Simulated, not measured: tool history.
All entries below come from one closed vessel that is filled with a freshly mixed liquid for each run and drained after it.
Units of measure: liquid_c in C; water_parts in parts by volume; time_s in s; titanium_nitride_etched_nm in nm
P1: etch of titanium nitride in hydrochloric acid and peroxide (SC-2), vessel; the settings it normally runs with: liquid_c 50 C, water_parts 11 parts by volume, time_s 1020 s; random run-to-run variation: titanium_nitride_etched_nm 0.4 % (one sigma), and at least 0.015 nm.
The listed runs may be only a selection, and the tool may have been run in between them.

{"run": 1, "hour": 7.9, "liquid_c": 50, "water_parts": 11, "time_s": 1020, "titanium_nitride_etched_nm": 31.651}
{"run": 2, "hour": 15.9, "liquid_c": 50, "water_parts": 11, "time_s": 1020, "titanium_nitride_etched_nm": 31.845}
{"run": 3, "hour": 22.7, "liquid_c": 50, "water_parts": 11, "time_s": 1020, "titanium_nitride_etched_nm": 31.897}
{"run": 4, "hour": 28.5, "liquid_c": 37, "water_parts": 11, "time_s": 1020, "titanium_nitride_etched_nm": 12.837}
{"run": 5, "hour": 34.4, "liquid_c": 50, "water_parts": 11, "time_s": 1020, "titanium_nitride_etched_nm": 31.891}
{"run": 6, "hour": 39.8, "liquid_c": 50, "water_parts": 11, "time_s": 2010, "titanium_nitride_etched_nm": 62.588}
{"run": 7, "hour": 48.5, "liquid_c": 57, "water_parts": 11, "time_s": 465, "titanium_nitride_etched_nm": 22.945}
{"hour": 49.4, "done": "chemicals flow meter replaced"}
{"run": 8, "hour": 55.7, "liquid_c": 50, "water_parts": 4, "time_s": 1020, "titanium_nitride_etched_nm": 68.754}
{"run": 9, "hour": 65.0, "liquid_c": 50, "water_parts": 16.5, "time_s": 1020, "titanium_nitride_etched_nm": 22.178}
{"run": 10, "hour": 74.2, "liquid_c": 50, "water_parts": 4, "time_s": 1590, "titanium_nitride_etched_nm": 107.46}
{"run": 11, "hour": 80.0, "liquid_c": 65, "water_parts": 11, "time_s": 1020, "titanium_nitride_etched_nm": 82.759}
{"run": 12, "hour": 88.2, "liquid_c": 65.5, "water_parts": 4, "time_s": 1020, "titanium_nitride_etched_nm": 186.07}
{"run": 13, "hour": 95.2, "liquid_c": 50, "water_parts": 11, "time_s": 1020, "titanium_nitride_etched_nm": 31.703}
{"run": 14, "hour": 100.4, "liquid_c": 50, "water_parts": 11, "time_s": 1020, "titanium_nitride_etched_nm": 31.682}
{"run": 15, "hour": 104.8, "liquid_c": 50, "water_parts": 11, "time_s": 40, "titanium_nitride_etched_nm": 1.2445}
{"run": 16, "hour": 110.6, "liquid_c": 50, "water_parts": 11, "time_s": 1020, "titanium_nitride_etched_nm": 31.8}
{"run": 17, "hour": 120.1, "liquid_c": 50, "water_parts": 11, "time_s": 1020, "titanium_nitride_etched_nm": 32.781}
{"run": 18, "hour": 124.9, "liquid_c": 50, "water_parts": 11, "time_s": 1020, "titanium_nitride_etched_nm": 33.144}
{"run": 19, "hour": 134.3, "liquid_c": 50, "water_parts": 11, "time_s": 1020, "titanium_nitride_etched_nm": 33.921}
{"run": 20, "hour": 143.4, "liquid_c": 50, "water_parts": 11, "time_s": 1020, "titanium_nitride_etched_nm": 34.012}
{"run": 21, "hour": 148.3, "liquid_c": 50, "water_parts": 11, "time_s": 1020, "titanium_nitride_etched_nm": 34.286}
{"run": 22, "hour": 157.7, "liquid_c": 50, "water_parts": 11, "time_s": 1020, "titanium_nitride_etched_nm": 34.186}
{"run": 23, "hour": 167.6, "liquid_c": 50, "water_parts": 11, "time_s": 1020, "titanium_nitride_etched_nm": 34.541}
{"run": 24, "hour": 176.7, "liquid_c": 50, "water_parts": 11, "time_s": 1020, "titanium_nitride_etched_nm": 34.413}
{"run": 25, "hour": 183.5, "liquid_c": 50, "water_parts": 11, "time_s": 1020, "titanium_nitride_etched_nm": 34.705}
{"run": 26, "hour": 192.7, "liquid_c": 50, "water_parts": 11, "time_s": 1020, "titanium_nitride_etched_nm": 34.516}
{"run": 27, "hour": 201.3, "liquid_c": 50, "water_parts": 11, "time_s": 1020, "titanium_nitride_etched_nm": 34.242}

Something has made what P1 gives creep away from where it was; the 2 causes below, each at its own stated size, fit the log equally well:
A: chemicals flow above the setpoint (%) = 10.2
B: liquid hotter than its thermometer reads (K) = 1.23
Onset of the creep was near hour 110.6.
Excluded causes, each with its reason:
peroxide weaker than its label (%): at most 8, giving a -7.4 % change in titanium_nitride_etched_nm: too small, or against the direction of the creep

Below are 4 check runs, each averaged over 2 wafers, with their results shown as question marks. Which of them would give clearly different results depending on which cause is behind the drift?
{"run": "check 1", "hour": 209.9, "liquid_c": 60.5, "water_parts": 11, "time_s": 45, "titanium_nitride_etched_nm": "?"}
{"run": "check 2", "hour": 209.9, "liquid_c": 63.5, "water_parts": 11, "time_s": 1020, "titanium_nitride_etched_nm": "?"}
{"run": "check 3", "hour": 209.9, "liquid_c": 57.5, "water_parts": 11, "time_s": 1795, "titanium_nitride_etched_nm": "?"}
{"run": "check 4", "hour": 209.9, "liquid_c": 41, "water_parts": 4, "time_s": 1020, "titanium_nitride_etched_nm": "?"}

How each check would come out, cause by cause:
check=check_1 result=titanium_nitride_etched_nm if_A=3.0012 if_B=2.9865
check=check_2 result=titanium_nitride_etched_nm if_A=81.93 if_B=81.419
check=check_3 result=titanium_nitride_etched_nm if_A=99.064 if_B=98.717
check=check_4 result=titanium_nitride_etched_nm if_A=39.64 if_B=40.554
Distance between the nearest two causes, measured in the result of the check that separates them most: check 1 0.49 %; check 2 0.63 %; check 3 0.35 %; check 4 2.28 %
Check 4 distinguishes between the causes, while the remaining checks would return nearly the same result for all of them.

Check 4 was then run and gave: titanium_nitride_etched_nm 39.616 nm. Which cause is it?

The cause is A: chemicals flow above the setpoint (%).

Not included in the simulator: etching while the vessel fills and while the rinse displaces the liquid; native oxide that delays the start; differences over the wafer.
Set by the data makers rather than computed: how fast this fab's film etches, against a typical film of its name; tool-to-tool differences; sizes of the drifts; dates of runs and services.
